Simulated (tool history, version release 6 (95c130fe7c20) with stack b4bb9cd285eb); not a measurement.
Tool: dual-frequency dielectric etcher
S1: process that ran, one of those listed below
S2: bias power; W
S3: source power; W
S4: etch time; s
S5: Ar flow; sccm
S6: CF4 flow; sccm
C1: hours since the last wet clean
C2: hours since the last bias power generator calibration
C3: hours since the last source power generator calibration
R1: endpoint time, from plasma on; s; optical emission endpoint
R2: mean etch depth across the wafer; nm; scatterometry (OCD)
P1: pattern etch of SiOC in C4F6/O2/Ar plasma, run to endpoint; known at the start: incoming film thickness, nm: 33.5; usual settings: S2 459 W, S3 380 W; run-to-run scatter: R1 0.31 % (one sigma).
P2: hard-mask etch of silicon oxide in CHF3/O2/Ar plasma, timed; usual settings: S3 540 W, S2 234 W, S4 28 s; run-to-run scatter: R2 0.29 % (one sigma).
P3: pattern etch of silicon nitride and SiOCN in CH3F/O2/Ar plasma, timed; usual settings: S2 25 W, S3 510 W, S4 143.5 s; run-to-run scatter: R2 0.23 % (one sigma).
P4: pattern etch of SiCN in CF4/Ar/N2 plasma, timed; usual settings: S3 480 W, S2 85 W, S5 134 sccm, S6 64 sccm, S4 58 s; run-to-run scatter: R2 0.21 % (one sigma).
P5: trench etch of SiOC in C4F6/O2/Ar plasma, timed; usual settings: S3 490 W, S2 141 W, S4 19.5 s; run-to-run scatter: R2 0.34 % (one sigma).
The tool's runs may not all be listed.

run	day	S1	S2	S3	S4	S5	S6	C1	C2	C3	R1	R2
1	0.646	P1	459	380				60.9	502.4	2358	12.004	
2	1.35	P2	310	540	28			77.8	519.3	2374.9		65.867
3	1.967	P3	25	510	214			92.6	534.1	2389.7		32.967
4	2.579	P2	234	310	28			107.3	548.8	2404.4		47.873
5	3.025	P3	32	510	143.5			118	559.5	2415.1		24.721
6	3.4	P4	112	480	58	134	64	127	568.5	2424.1		59.921
# day 3.588: bias power generator calibrated
7	3.721	P1	459	280				134.7	3.2	2431.8	13.558	
8	4.388	P2	234	540	28			150.7	19.2	2447.8		59.371
9	5.021	P1	300	380				165.9	34.4	2463	14.041	
10	5.446	P1	459	450				176.1	44.6	2473.2	11.382	
11	6.121	P5	141	490	10.5			192.3	60.8	2489.4		21.576
12	6.7	P2	234	540	28			206.2	74.7	2503.3		58.887
13	7.138	P2	234	540	19			216.7	85.2	2513.8		40.131
14	7.808	P4	85	480	32	134	64	232.8	101.3	2529.9		29.667
15	8.233	P1	354	220				243	111.5	2540.1	16.259	
16	8.792	P5	141	490	19.5			256.4	124.9	2553.5		40.06
17	9.129	P1	459	380				264.5	133	2561.6	12.031	
18	9.721	P4	85	630	58	134	64	278.7	147.2	2575.8		67.714
19	10.4	P1	459	380				295	163.5	2592.1	12.104	
20	10.942	P3	25	510	143.5			308	176.5	2605.1		22.058
21	11.508	P5	199	490	19.5			321.6	190.1	2618.7		44.283
22	12.033	P1	459	380				334.2	202.7	2631.3	12.086	
23	12.746	P1	592	380				351.3	219.8	2648.4	11.003	
24	13.242	P4	85	480	58	134	64	363.2	231.7	2660.3		53.583
25	13.862	P3	25	400	143.5			378.1	246.6	2675.2		20.192
# day 13.929: wet clean of the chamber
26	14.508	P5	141	670	19.5			14	262.1	2690.7		45.141
27	15.171	P4	85	480	58	134	83	29.9	278	2706.6		55.897
28	15.571	P3	25	510	143.5			39.5	287.6	2716.2		22.145
29	16.058	P1	459	380				51.2	299.3	2727.9	12.053	
30	16.692	P4	85	480	58	188	64	66.4	314.5	2743.1		50.858
31	17	P1	459	380				73.8	321.9	2750.5	12.103	
32	17.367	P1	459	380				82.6	330.7	2759.3	11.975	
33	17.717	P1	459	380				91	339.1	2767.7	11.89	
34	18.171	P1	459	380				101.9	350	2778.6	11.946	
# day 18.671: wet clean of the chamber
35	18.725	P1	459	380				1.4	363.3	2791.9	11.972	
36	19.058	P1	459	380				9.4	371.3	2799.9	11.956	
37	19.575	P1	459	380				21.8	383.7	2812.3	11.953	

What P1 gives has crept away from where it was. These 2 causes fit the log equally well, each at the size given:
A: bias power that arrives over what is set, % = 4.33
B: source power that arrives over what is set, % = 4.34
The creep began at about day 17.
Why every other cause is out:
chamber walls in a state that raises the etch rate, %: serviced at day 18.671, which brought nothing back

4 check runs are offered, one wafer each, their results left as question marks. Which one tells the causes apart?
check 1	20.092	P5	141	490	11.5							?
check 2	20.092	P2	306	540	21							?
check 3	20.092	P4	85	630	33.5	134	64					?
check 4	20.092	P3	29	510	208							?

What each check would give under each cause:
check	result	if A	if B
check 1	R2	23.858	23.962
check 2	R2	49.696	49.694
check 3	R2	39.896	40.749
check 4	R2	34.895	34.718
How far apart the two closest causes lie, in the result that separates them most: check 1 0.43 %; check 2 0 %; check 3 2.12 %; check 4 0.51 %
Only check 3 tells the causes apart: in the others they would give nearly the same result.

Check 3 was then run and gave: R2 39.92 nm. Which cause is it?

It is A: bias power that arrives over what is set, %.
